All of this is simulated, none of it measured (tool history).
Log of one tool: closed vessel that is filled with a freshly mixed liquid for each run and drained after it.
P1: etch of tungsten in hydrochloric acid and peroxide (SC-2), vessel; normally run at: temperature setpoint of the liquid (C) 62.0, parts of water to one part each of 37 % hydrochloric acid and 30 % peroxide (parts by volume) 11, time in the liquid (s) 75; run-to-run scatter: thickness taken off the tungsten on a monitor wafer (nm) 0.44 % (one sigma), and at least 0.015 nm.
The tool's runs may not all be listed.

run    day  temperature setpoint of the liquid (C)  parts of water to one part each of 37 % hydrochloric acid and 30 % peroxide (parts by volume)  time in the liquid (s)  hours since the thermometer was replaced  hours since the chemicals flow meter was replaced  hours since the drum of peroxide was connected  thickness taken off the tungsten on a monitor wafer (nm)
  1  0.200                                    62.0                                                                                             11                      75                                     424.7                                             1467.4                                           246.0                                                    35.768
  2  0.517                                    62.0                                                                                             11                      75                                     432.3                                             1475.0                                           253.6                                                    36.009
  3  0.808                                    62.0                                                                                             11                      75                                     439.3                                             1482.0                                           260.6                                                    36.000
  4  1.054                                    46.5                                                                                             11                      75                                     445.2                                             1487.9                                           266.5                                                    13.070
  5  1.325                                    62.0                                                                                             11                     150                                     451.7                                             1494.4                                           273.0                                                    71.972
  6  1.604                                    62.0                                                                                             11                      75                                     458.4                                             1501.1                                           279.7                                                    36.213
  7  1.883                                    62.0                                                                                             11                      75                                     465.1                                             1507.8                                           286.4                                                    36.060
  8  2.071                                    71.0                                                                                             11                      75                                     469.6                                             1512.3                                           290.9                                                    61.513
  9  2.225                                    62.0                                                                                             16                      75                                     473.3                                             1516.0                                           294.6                                                    25.998
 10  2.438                                    62.0                                                                                             11                      30                                     478.4                                             1521.1                                           299.7                                                    14.405
 11  2.679                                    62.0                                                                                              4                      30                                     484.2                                             1526.9                                           305.5                                                    30.940
 12  2.883                                    62.0                                                                                              4                      75                                     489.1                                             1531.8                                           310.4                                                    77.271
 13  3.183                                    62.0                                                                                             11                      75                                     496.3                                             1539.0                                           317.6                                                    35.979
 14  3.333                                    62.0                                                                                             11                      75                                     499.9                                             1542.6                                           321.2                                                    35.066
 15  3.608                                    62.0                                                                                             11                      75                                     506.5                                             1549.2                                           327.8                                                    34.137
 16  3.938                                    62.0                                                                                             11                      75                                     514.4                                             1557.1                                           335.7                                                    33.212
 17  4.171                                    62.0                                                                                             11                      75                                     520.0                                             1562.7                                           341.3                                                    33.194
 18  4.417                                    62.0                                                                                             11                      75                                     525.9                                             1568.6                                           347.2                                                    33.194
 19  4.679                                    62.0                                                                                             11                      75                                     532.2                                             1574.9                                           353.5                                                    32.720
     4.833  -- new drum of peroxide connected
 20  4.871                                    62.0                                                                                             11                      75                                     536.8                                             1579.5                                             0.9                                                    32.900
 21  5.171                                    62.0                                                                                             11                      75                                     544.0                                             1586.7                                             8.1                                                    32.802

Run 22 comes next. What will it give?
 22  5.321                                    62.0                                                                                             11                      75                                     547.6                                             1590.3                                            11.7                                                         ?

thickness taken off the tungsten on a monitor wafer (nm): 32.869
